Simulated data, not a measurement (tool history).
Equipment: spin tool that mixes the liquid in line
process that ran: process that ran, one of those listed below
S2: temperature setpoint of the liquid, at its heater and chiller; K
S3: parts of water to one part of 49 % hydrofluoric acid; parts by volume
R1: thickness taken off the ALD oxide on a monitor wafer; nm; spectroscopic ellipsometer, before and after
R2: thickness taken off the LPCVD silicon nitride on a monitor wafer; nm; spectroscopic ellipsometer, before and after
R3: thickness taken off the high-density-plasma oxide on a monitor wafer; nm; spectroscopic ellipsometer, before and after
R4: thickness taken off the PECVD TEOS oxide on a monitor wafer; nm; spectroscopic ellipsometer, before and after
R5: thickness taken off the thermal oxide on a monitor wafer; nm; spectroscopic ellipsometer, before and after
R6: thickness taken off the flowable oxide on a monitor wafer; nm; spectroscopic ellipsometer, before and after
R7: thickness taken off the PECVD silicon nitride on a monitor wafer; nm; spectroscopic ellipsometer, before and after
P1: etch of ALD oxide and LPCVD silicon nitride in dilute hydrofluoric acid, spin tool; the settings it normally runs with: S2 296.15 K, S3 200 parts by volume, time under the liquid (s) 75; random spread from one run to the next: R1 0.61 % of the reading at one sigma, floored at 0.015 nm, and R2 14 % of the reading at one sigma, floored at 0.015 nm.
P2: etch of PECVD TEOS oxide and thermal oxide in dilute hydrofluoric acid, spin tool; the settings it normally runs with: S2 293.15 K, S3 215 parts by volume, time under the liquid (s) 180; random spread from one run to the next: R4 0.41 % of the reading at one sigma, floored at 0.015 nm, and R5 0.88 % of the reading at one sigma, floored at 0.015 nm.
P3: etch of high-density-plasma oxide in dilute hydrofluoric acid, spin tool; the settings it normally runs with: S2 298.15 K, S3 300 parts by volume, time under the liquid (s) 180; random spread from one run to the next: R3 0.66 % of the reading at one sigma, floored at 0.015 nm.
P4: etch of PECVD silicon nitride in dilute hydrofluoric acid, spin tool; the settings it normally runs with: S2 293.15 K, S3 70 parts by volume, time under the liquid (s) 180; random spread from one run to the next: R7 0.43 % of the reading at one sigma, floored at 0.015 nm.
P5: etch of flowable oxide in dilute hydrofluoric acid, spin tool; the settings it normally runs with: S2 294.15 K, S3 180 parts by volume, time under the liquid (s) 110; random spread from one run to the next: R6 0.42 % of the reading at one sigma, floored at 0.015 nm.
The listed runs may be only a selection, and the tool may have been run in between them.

run 1 day=0.45 | process_that_ran=P1 S2=296.15 S3=200 time_under_the_liquid_(s)=75 | R1=5.0373 R2=0.12429
run 2 day=0.925 | process_that_ran=P3 S2=298.15 S3=300 time_under_the_liquid_(s)=300 | R3=6.882
run 3 day=1.317 | process_that_ran=P2 S2=293.15 S3=215 time_under_the_liquid_(s)=180 | R4=8.7002 R5=2.8976
run 4 day=1.567 | process_that_ran=P1 S2=296.15 S3=200 time_under_the_liquid_(s)=75 | R1=5.0495 R2=0.14548
run 5 day=1.879 | process_that_ran=P1 S2=296.15 S3=325 time_under_the_liquid_(s)=75 | R1=2.7401 R2=0.11527
run 6 day=2.417 | process_that_ran=P3 S2=298.15 S3=300 time_under_the_liquid_(s)=180 | R3=4.1092
run 7 day=2.883 | process_that_ran=P1 S2=296.15 S3=200 time_under_the_liquid_(s)=75 | R1=5.0446 R2=0.14853
run 8 day=3.375 | process_that_ran=P1 S2=296.15 S3=200 time_under_the_liquid_(s)=35 | R1=2.3561 R2=0.054003
run 9 day=3.692 | process_that_ran=P2 S2=299.65 S3=215 time_under_the_liquid_(s)=180 | R4=11.018 R5=3.681
run 10 day=3.992 | process_that_ran=P1 S2=296.15 S3=200 time_under_the_liquid_(s)=75 | R1=5.0179 R2=0.17434
run 11 day=4.529 | process_that_ran=P1 S2=296.15 S3=95 time_under_the_liquid_(s)=75 | R1=12.111 R2=0.28785
run 12 day=5.058 | process_that_ran=P1 S2=296.15 S3=200 time_under_the_liquid_(s)=110 | R1=7.388 R2=0.19369
run 13 day=5.571 | process_that_ran=P2 S2=293.15 S3=90 time_under_the_liquid_(s)=180 | R4=23.502 R5=7.8092
run 14 day=5.938 | process_that_ran=P5 S2=294.15 S3=180 time_under_the_liquid_(s)=110 | R6=27.233
run 15 day=6.267 | process_that_ran=P5 S2=302.15 S3=180 time_under_the_liquid_(s)=110 | R6=36.849
run 16 day=6.617 | process_that_ran=P1 S2=304.15 S3=200 time_under_the_liquid_(s)=75 | R1=6.7837 R2=0.22719
run 17 day=7.067 | process_that_ran=P4 S2=290.15 S3=70 time_under_the_liquid_(s)=180 | R7=4.1549
run 18 day=7.554 | process_that_ran=P1 S2=290.15 S3=200 time_under_the_liquid_(s)=75 | R1=4.0003 R2=0.1263
run 19 day=8.038 | process_that_ran=P5 S2=294.15 S3=305 time_under_the_liquid_(s)=110 | R6=14.27
run 20 day=8.562 | process_that_ran=P1 S2=303.15 S3=45 time_under_the_liquid_(s)=75 | R1=35.331 R2=1.0653
run 21 day=8.842 | process_that_ran=P1 S2=296.15 S3=120 time_under_the_liquid_(s)=110 | R1=13.504 R2=0.34398
run 22 day=9.133 | process_that_ran=P5 S2=294.15 S3=180 time_under_the_liquid_(s)=110 | R6=27.275
run 23 day=9.446 | process_that_ran=P4 S2=293.15 S3=70 time_under_the_liquid_(s)=180 | R7=5.0762
run 24 day=9.933 | process_that_ran=P4 S2=293.15 S3=70 time_under_the_liquid_(s)=180 | R7=5.0232
run 25 day=10.283 | process_that_ran=P3 S2=306.15 S3=300 time_under_the_liquid_(s)=180 | R3=5.3464
run 26 day=10.571 | process_that_ran=P1 S2=296.15 S3=340 time_under_the_liquid_(s)=40 | R1=1.3901 R2=0.051632
run 27 day=11.012 | process_that_ran=P4 S2=293.15 S3=70 time_under_the_liquid_(s)=80 | R7=2.2446

Forecast run 28:
run 28 day=11.396 | process_that_ran=P3 S2=298.15 S3=70 time_under_the_liquid_(s)=180 | R3=?

Run 28 measured R3 23.1 nm.
